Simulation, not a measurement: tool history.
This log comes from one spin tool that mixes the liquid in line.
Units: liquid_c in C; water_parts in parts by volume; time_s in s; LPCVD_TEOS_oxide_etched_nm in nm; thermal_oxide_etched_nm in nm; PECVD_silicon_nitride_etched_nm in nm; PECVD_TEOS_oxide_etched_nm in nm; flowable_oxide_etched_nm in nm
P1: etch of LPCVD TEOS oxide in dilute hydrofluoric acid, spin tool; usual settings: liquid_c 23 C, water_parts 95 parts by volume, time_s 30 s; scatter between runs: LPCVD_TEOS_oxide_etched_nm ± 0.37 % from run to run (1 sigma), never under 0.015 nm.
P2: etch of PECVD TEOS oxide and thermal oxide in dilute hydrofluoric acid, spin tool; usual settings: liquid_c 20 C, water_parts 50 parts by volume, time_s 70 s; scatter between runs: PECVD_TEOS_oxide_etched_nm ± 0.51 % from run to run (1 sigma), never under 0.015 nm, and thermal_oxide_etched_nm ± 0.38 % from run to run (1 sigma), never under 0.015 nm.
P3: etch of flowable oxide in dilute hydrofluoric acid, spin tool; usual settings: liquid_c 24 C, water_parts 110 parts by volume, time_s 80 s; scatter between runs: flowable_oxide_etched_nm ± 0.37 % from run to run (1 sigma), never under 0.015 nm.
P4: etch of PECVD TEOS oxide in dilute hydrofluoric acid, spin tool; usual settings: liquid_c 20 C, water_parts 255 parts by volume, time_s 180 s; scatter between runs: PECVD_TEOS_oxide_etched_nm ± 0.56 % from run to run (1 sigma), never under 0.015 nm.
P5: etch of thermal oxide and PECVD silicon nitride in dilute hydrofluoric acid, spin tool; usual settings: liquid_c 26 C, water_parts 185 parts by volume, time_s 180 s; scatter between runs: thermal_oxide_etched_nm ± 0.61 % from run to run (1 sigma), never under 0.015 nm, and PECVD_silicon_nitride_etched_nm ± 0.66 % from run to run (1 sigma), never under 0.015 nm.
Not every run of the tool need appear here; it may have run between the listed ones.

run	day	process	liquid_c	water_parts	time_s	LPCVD_TEOS_oxide_etched_nm	thermal_oxide_etched_nm	PECVD_silicon_nitride_etched_nm	PECVD_TEOS_oxide_etched_nm	flowable_oxide_etched_nm
1	0.2	P1	23	95	30	17.189				
2	0.488	P1	17	95	30	13.502				
3	0.654	P5	26	185	345		8.108	8.5368		
4	0.942	P4	17	255	180				7.7143	
5	1.117	P2	20	30	70		9.6977		40.618	
6	1.471	P1	28.5	95	30	21.298				
7	1.721	P3	17	110	80					14.605
8	1.95	P1	28	95	45	31.508				
9	2.142	P5	26	185	180		4.2427	4.4593		
10	2.329	P4	20	255	180				8.656	
11	2.696	P1	23	95	15	8.6306				
12	2.879	P1	23	95	30	17.271				
13	3.167	P3	24	110	130					31.485
14	3.479	P2	20	50	15		1.2325		5.0897	
15	3.733	P1	17	155	30	7.6878				
16	3.912	P1	23	95	30	17.224				
17	4.258	P1	23	20	30	89.352				
18	4.433	P3	24	110	80					19.57
19	4.767	P1	23	95	30	17.12				
20	5.092	P1	23	165	30	9.21				
21	5.317	P4	20	75	180				35.826	
22	5.512	P1	23	95	30	17.231				
23	5.746	P2	20	50	70		5.7053		23.731	
24	5.988	P5	34	185	180		5.6438	7.2164		
25	6.183	P3	24	155	80					13.112
26	6.438	P2	17	50	70		5.006		20.843	
27	6.608	P1	23	95	30	17.171				
28	6.942	P5	26	185	180		4.2409	4.4609		
29	7.279	P3	24	110	80					19.423
30	7.625	P5	26	295	180		2.3401	2.7801		
31	7.888	P1	23	95	50	28.652				
32	8.188	P4	20	255	80				3.8587	
33	8.533	P1	23	95	30	17.132				
34	8.892	P1	23	95	30	16.631				
35	9.212	P1	23	95	30	16.404				
36	9.417	P1	23	95	30	16.151				
37	9.725	P1	23	95	30	16.134				
38	9.942	P1	23	95	30	16.034				
39	10.308	P1	23	95	30	16.022				
40	10.667	P1	23	95	30	15.866				
41	11.008	P1	23	95	30	15.862				
42	11.267	P1	23	95	30	15.813				
43	11.617	P1	23	95	30	15.823				

P1 no longer gives what it gave before; its output has crept away from where it was. The following 2 causes, each at its listed size, fit the log equally well:
A: liquid colder than its thermometer reads (K) = 2.06
B: hydrofluoric acid flow below the setpoint (%) = 7.17
The process output started creeping at around day 8.533.

Each of the 4 check runs below uses one wafer; its results are left as question marks. Which run tells the causes apart?
check 1	11.967	P5	26	185	180		?	?		
check 2	11.967	P4	20	255	180				?	
check 3	11.967	P2	20	50	70		?		?	
check 4	11.967	P3	24	110	80					?

Outcome of each check run for each possible cause:
check	result	if A	if B
check 1	thermal_oxide_etched_nm	3.9328	3.8761
check 1	PECVD_silicon_nitride_etched_nm	3.9131	4.1365
check 2	PECVD_TEOS_oxide_etched_nm	8.0418	7.9257
check 3	thermal_oxide_etched_nm	5.205	5.2532
check 3	PECVD_TEOS_oxide_etched_nm	21.779	21.981
check 4	flowable_oxide_etched_nm	17.881	17.831
Per check, the gap between the least separated pair of causes, taken in the result that splits them most: check 1 5.55 %; check 2 1.45 %; check 3 0.92 %; check 4 0.29 %
Only in check 1 would the causes give clearly different results; in the remaining checks their results would be nearly the same.

Check 1 was carried out, with these results: thermal_oxide_etched_nm 3.8531 nm; PECVD_silicon_nitride_etched_nm 4.0966 nm. Which of the listed causes is responsible?

Of the candidate causes, it is B: hydrofluoric acid flow below the setpoint (%).
